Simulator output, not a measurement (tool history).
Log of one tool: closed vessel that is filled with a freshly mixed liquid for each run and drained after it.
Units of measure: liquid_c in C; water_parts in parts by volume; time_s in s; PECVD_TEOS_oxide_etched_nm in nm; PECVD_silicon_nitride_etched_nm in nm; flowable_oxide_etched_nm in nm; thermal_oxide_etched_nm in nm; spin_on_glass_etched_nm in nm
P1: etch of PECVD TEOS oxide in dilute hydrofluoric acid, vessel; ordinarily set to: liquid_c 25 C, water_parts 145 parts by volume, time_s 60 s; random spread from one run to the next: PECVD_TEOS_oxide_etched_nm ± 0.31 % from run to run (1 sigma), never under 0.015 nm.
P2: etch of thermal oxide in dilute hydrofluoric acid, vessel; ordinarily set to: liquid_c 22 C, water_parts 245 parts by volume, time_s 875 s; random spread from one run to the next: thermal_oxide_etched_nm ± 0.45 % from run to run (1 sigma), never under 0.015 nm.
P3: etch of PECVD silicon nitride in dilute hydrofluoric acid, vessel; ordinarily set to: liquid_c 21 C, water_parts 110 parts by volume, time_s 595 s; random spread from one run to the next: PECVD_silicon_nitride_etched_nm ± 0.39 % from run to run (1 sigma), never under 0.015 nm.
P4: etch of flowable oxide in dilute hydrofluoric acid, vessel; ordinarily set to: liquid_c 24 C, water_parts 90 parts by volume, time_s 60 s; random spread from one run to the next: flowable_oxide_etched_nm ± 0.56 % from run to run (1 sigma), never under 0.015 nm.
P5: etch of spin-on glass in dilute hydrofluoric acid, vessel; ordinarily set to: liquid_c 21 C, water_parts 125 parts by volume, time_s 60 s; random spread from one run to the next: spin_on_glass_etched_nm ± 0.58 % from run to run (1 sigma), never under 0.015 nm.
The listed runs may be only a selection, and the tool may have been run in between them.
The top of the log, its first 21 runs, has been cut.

run,hour,process,liquid_c,water_parts,time_s,PECVD_TEOS_oxide_etched_nm,PECVD_silicon_nitride_etched_nm,flowable_oxide_etched_nm,thermal_oxide_etched_nm,spin_on_glass_etched_nm
22,177.5,P2,22,60,875,,,,67.706,
23,183.6,P3,21,110,595,,20.404,,,
24,194.8,P1,25,145,60,11.618,,,,
25,204.6,P5,21,125,30,,,,,8.4551
26,215.4,P1,25,145,60,11.639,,,,
27,224.1,P1,25,30,60,64.91,,,,
28,229.1,P5,21,215,60,,,,,9.0165
29,240.4,P3,21,155,595,,14.412,,,
30,248.8,P1,25,145,60,11.64,,,,

For run 31, what comes out?
31,256.3,P5,21,125,60,,,,,?

{"run 31": {"spin_on_glass_etched_nm": 17.032}}
